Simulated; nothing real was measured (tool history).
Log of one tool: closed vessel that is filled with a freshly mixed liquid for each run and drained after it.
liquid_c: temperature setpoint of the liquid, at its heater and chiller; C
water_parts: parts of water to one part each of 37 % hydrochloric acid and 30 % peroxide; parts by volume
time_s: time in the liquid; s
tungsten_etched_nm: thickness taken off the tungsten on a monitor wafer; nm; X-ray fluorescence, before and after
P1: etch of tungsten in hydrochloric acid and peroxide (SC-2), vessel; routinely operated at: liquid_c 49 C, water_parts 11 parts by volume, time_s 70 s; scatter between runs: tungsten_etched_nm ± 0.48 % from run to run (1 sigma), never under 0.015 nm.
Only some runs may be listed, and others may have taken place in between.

run	hour	liquid_c	water_parts	time_s	tungsten_etched_nm
1	10.4	49	11	70	10.615
2	17	49	11	70	10.578
3	25.1	49	11	105	15.991
4	34.1	49	4	35	11.398
5	40.2	49	20	70	6.2247
# hour 40.9: thermometer replaced
6	45.4	49	11	30	4.5899
7	53.7	62.5	11	70	25.265
8	60	49	11	70	10.562
9	68.3	49	11	70	10.58
10	76.8	49	11	70	10.719
11	83	40	11	70	5.7027
12	88.4	49	11	70	10.657
13	96.1	42	4	70	14.235
14	104.5	49	4	70	23.141
15	111.4	35	11	95	5.3731
16	118	49	11	70	10.551
17	126.1	49	11	70	10.552
18	136.2	49	11	70	10.924
19	145.2	49	11	70	11.128
20	153.3	49	11	70	11.34
21	158.4	49	11	70	11.346
22	163.1	49	11	70	11.232
23	167.9	49	11	70	11.442
24	174.4	49	11	70	11.445
25	183.4	49	11	70	11.442
26	190.3	49	11	70	11.49

Estimate the outcome of run 27 from the log above:
27	200.6	49	11	70	?

Run 27 gave tungsten_etched_nm 11.442 nm.
